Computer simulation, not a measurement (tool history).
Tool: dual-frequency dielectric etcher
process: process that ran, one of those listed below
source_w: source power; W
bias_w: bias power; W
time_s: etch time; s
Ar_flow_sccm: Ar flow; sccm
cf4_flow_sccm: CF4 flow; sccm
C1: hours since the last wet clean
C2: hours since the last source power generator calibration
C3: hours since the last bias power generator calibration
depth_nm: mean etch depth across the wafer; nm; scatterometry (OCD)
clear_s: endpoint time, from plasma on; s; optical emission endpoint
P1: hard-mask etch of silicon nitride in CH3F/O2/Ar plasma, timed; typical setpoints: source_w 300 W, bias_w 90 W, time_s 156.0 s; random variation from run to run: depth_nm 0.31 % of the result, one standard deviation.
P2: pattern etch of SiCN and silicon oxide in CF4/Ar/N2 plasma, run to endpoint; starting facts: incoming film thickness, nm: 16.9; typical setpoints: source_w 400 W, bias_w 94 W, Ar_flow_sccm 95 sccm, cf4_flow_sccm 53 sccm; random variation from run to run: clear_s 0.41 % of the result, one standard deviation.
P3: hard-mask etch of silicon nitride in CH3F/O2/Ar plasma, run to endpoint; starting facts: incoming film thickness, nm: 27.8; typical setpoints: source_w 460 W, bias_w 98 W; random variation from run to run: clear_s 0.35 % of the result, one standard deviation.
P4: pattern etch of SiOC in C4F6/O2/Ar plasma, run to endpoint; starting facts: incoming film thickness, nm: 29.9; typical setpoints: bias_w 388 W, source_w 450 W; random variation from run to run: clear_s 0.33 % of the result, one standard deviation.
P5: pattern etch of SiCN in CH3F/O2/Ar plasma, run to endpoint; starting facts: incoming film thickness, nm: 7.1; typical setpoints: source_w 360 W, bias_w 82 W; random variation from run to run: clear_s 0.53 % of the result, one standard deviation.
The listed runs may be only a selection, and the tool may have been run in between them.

{"run": 1, "hour": 2.8, "process": "P1", "source_w": 300, "bias_w": 90, "time_s": 156.0, "C1": 114.0, "C2": 2221.4, "C3": 552.0, "depth_nm": 105.53}
{"run": 2, "hour": 5.6, "process": "P1", "source_w": 300, "bias_w": 90, "time_s": 156.0, "C1": 116.8, "C2": 2224.2, "C3": 554.8, "depth_nm": 105.91}
{"run": 3, "hour": 8.0, "process": "P3", "source_w": 330, "bias_w": 98, "C1": 119.2, "C2": 2226.6, "C3": 557.2, "clear_s": 40.13}
{"run": 4, "hour": 10.2, "process": "P4", "source_w": 580, "bias_w": 388, "C1": 121.4, "C2": 2228.8, "C3": 559.4, "clear_s": 9.5325}
{"run": 5, "hour": 14.3, "process": "P3", "source_w": 460, "bias_w": 73, "C1": 125.5, "C2": 2232.9, "C3": 563.5, "clear_s": 39.229}
{"run": 6, "hour": 16.5, "process": "P1", "source_w": 300, "bias_w": 90, "time_s": 156.0, "C1": 127.7, "C2": 2235.1, "C3": 565.7, "depth_nm": 105.8}
{"run": 7, "hour": 18.9, "process": "P3", "source_w": 460, "bias_w": 98, "C1": 130.1, "C2": 2237.5, "C3": 568.1, "clear_s": 35.379}
{"run": 8, "hour": 21.1, "process": "P4", "source_w": 450, "bias_w": 388, "C1": 132.3, "C2": 2239.7, "C3": 570.3, "clear_s": 10.484}
{"run": 9, "hour": 23.3, "process": "P1", "source_w": 370, "bias_w": 90, "time_s": 156.0, "C1": 134.5, "C2": 2241.9, "C3": 572.5, "depth_nm": 115.28}
{"run": 10, "hour": 26.0, "process": "P1", "source_w": 300, "bias_w": 90, "time_s": 156.0, "C1": 137.2, "C2": 2244.6, "C3": 575.2, "depth_nm": 105.7}
{"run": 11, "hour": 30.5, "process": "P1", "source_w": 300, "bias_w": 90, "time_s": 86.0, "C1": 141.7, "C2": 2249.1, "C3": 579.7, "depth_nm": 58.448}
{"run": 12, "hour": 33.4, "process": "P1", "source_w": 190, "bias_w": 90, "time_s": 207.5, "C1": 144.6, "C2": 2252.0, "C3": 582.6, "depth_nm": 118.26}
{"run": 13, "hour": 36.7, "process": "P1", "source_w": 300, "bias_w": 90, "time_s": 156.0, "C1": 147.9, "C2": 2255.3, "C3": 585.9, "depth_nm": 106.41}
{"run": 14, "hour": 39.1, "process": "P5", "source_w": 360, "bias_w": 82, "C1": 150.3, "C2": 2257.7, "C3": 588.3, "clear_s": 17.931}
{"run": 15, "hour": 42.5, "process": "P1", "source_w": 200, "bias_w": 90, "time_s": 156.0, "C1": 153.7, "C2": 2261.1, "C3": 591.7, "depth_nm": 90.841}
{"run": 16, "hour": 45.5, "process": "P1", "source_w": 300, "bias_w": 109, "time_s": 156.0, "C1": 156.7, "C2": 2264.1, "C3": 594.7, "depth_nm": 113.88}
{"run": 17, "hour": 49.4, "process": "P5", "source_w": 230, "bias_w": 82, "C1": 160.6, "C2": 2268.0, "C3": 598.6, "clear_s": 21.336}
{"run": 18, "hour": 52.5, "process": "P4", "source_w": 450, "bias_w": 535, "C1": 163.7, "C2": 2271.1, "C3": 601.7, "clear_s": 9.3157}
{"run": 19, "hour": 56.1, "process": "P3", "source_w": 460, "bias_w": 98, "C1": 167.3, "C2": 2274.7, "C3": 605.3, "clear_s": 35.347}
{"run": 20, "hour": 59.9, "process": "P1", "source_w": 300, "bias_w": 64, "time_s": 156.0, "C1": 171.1, "C2": 2278.5, "C3": 609.1, "depth_nm": 94.112}
{"run": 21, "hour": 62.3, "process": "P5", "source_w": 360, "bias_w": 82, "C1": 173.5, "C2": 2280.9, "C3": 611.5, "clear_s": 17.954}
{"run": 22, "hour": 64.8, "process": "P4", "source_w": 450, "bias_w": 388, "C1": 176.0, "C2": 2283.4, "C3": 614.0, "clear_s": 10.544}
{"run": 23, "hour": 68.9, "process": "P5", "source_w": 360, "bias_w": 53, "C1": 180.1, "C2": 2287.5, "C3": 618.1, "clear_s": 20.774}
{"run": 24, "hour": 71.8, "process": "P2", "source_w": 400, "bias_w": 94, "Ar_flow_sccm": 75, "cf4_flow_sccm": 53, "C1": 183.0, "C2": 2290.4, "C3": 621.0, "clear_s": 19.766}
{"run": 25, "hour": 75.3, "process": "P2", "source_w": 400, "bias_w": 130, "Ar_flow_sccm": 95, "cf4_flow_sccm": 53, "C1": 186.5, "C2": 2293.9, "C3": 624.5, "clear_s": 17.83}
{"run": 26, "hour": 77.9, "process": "P1", "source_w": 300, "bias_w": 118, "time_s": 225.5, "C1": 189.1, "C2": 2296.5, "C3": 627.1, "depth_nm": 169.22}
{"run": 27, "hour": 81.5, "process": "P1", "source_w": 300, "bias_w": 90, "time_s": 197.0, "C1": 192.7, "C2": 2300.1, "C3": 630.7, "depth_nm": 133.41}
{"run": 28, "hour": 85.3, "process": "P1", "source_w": 300, "bias_w": 90, "time_s": 156.0, "C1": 196.5, "C2": 2303.9, "C3": 634.5, "depth_nm": 105.93}
{"run": 29, "hour": 88.5, "process": "P2", "source_w": 400, "bias_w": 94, "Ar_flow_sccm": 95, "cf4_flow_sccm": 53, "C1": 199.7, "C2": 2307.1, "C3": 637.7, "clear_s": 20.258}
{"run": 30, "hour": 91.3, "process": "P1", "source_w": 420, "bias_w": 105, "time_s": 156.0, "C1": 202.5, "C2": 2309.9, "C3": 640.5, "depth_nm": 127.59}
{"run": 31, "hour": 94.6, "process": "P2", "source_w": 500, "bias_w": 94, "Ar_flow_sccm": 95, "cf4_flow_sccm": 53, "C1": 205.8, "C2": 2313.2, "C3": 643.8, "clear_s": 16.65}
{"run": 32, "hour": 99.3, "process": "P2", "source_w": 400, "bias_w": 94, "Ar_flow_sccm": 95, "cf4_flow_sccm": 40, "C1": 210.5, "C2": 2317.9, "C3": 648.5, "clear_s": 21.048}
{"run": 33, "hour": 101.6, "process": "P1", "source_w": 300, "bias_w": 90, "time_s": 156.0, "C1": 212.8, "C2": 2320.2, "C3": 650.8, "depth_nm": 105.66}
{"run": 34, "hour": 105.2, "process": "P1", "source_w": 300, "bias_w": 90, "time_s": 156.0, "C1": 216.4, "C2": 2323.8, "C3": 654.4, "depth_nm": 105.17}
{"run": 35, "hour": 107.8, "process": "P1", "source_w": 300, "bias_w": 90, "time_s": 156.0, "C1": 219.0, "C2": 2326.4, "C3": 657.0, "depth_nm": 104.82}
{"run": 36, "hour": 109.9, "process": "P1", "source_w": 300, "bias_w": 90, "time_s": 156.0, "C1": 221.1, "C2": 2328.5, "C3": 659.1, "depth_nm": 104.43}
{"run": 37, "hour": 112.7, "process": "P1", "source_w": 300, "bias_w": 90, "time_s": 156.0, "C1": 223.9, "C2": 2331.3, "C3": 661.9, "depth_nm": 104.56}
{"hour": 114.8, "done": "wet clean of the chamber"}
{"run": 38, "hour": 115.6, "process": "P1", "source_w": 300, "bias_w": 90, "time_s": 156.0, "C1": 0.9, "C2": 2334.2, "C3": 664.8, "depth_nm": 103.95}
{"run": 39, "hour": 118.4, "process": "P1", "source_w": 300, "bias_w": 90, "time_s": 156.0, "C1": 3.7, "C2": 2337.0, "C3": 667.6, "depth_nm": 103.81}
{"run": 40, "hour": 121.4, "process": "P1", "source_w": 300, "bias_w": 90, "time_s": 156.0, "C1": 6.7, "C2": 2340.0, "C3": 670.6, "depth_nm": 103.65}
{"run": 41, "hour": 124.8, "process": "P1", "source_w": 300, "bias_w": 90, "time_s": 156.0, "C1": 10.1, "C2": 2343.4, "C3": 674.0, "depth_nm": 104.24}
{"run": 42, "hour": 127.1, "process": "P1", "source_w": 300, "bias_w": 90, "time_s": 156.0, "C1": 12.4, "C2": 2345.7, "C3": 676.3, "depth_nm": 104.32}
{"run": 43, "hour": 130.8, "process": "P1", "source_w": 300, "bias_w": 90, "time_s": 156.0, "C1": 16.1, "C2": 2349.4, "C3": 680.0, "depth_nm": 103.43}

The output of P1 has drifted from where it used to be. Each of the 2 causes below, taken at the size shown beside it, accounts for the log equally well:
A: bias power that arrives under what is set, % = 4.3
B: source power that arrives under what is set, % = 4.23
At approximately hour 101.6, the process output began to creep.
What rules out each remaining cause:
chamber walls in a state that lowers the etch rate, %: serviced after onset, at hour 114.8, with no recovery of the prior output

Which of the check runs below tells the causes apart, meaning the causes would give it clearly different results? Each run uses 2 wafers whose results are averaged, and each result is shown as a question mark.
{"run": "check 1", "hour": 134.5, "process": "P5", "source_w": 360, "bias_w": 82, "clear_s": "?"}
{"run": "check 2", "hour": 134.5, "process": "P4", "source_w": 450, "bias_w": 388, "clear_s": "?"}
{"run": "check 3", "hour": 134.5, "process": "P3", "source_w": 460, "bias_w": 98, "clear_s": "?"}
{"run": "check 4", "hour": 134.5, "process": "P2", "source_w": 400, "bias_w": 94, "Ar_flow_sccm": 95, "cf4_flow_sccm": 53, "clear_s": "?"}

What each check would give under each cause:
check=check_1 result=clear_s if_A=18.2420 if_B=18.2430
check=check_2 result=clear_s if_A=10.6540 if_B=10.6590
check=check_3 result=clear_s if_A=35.8320 if_B=35.8420
check=check_4 result=clear_s if_A=20.5780 if_B=21.0240
Separation of the two closest causes in each check, using whichever result separates them best: check 1 0.01 %; check 2 0.05 %; check 3 0.03 %; check 4 2.15 %
Only in check 4 would the causes give clearly different results; in the remaining checks their results would be nearly the same.

Here is what check 4 returned: clear_s 21.0900 s. Which cause is it?

Of the candidate causes, it is B: source power that arrives under what is set, %.
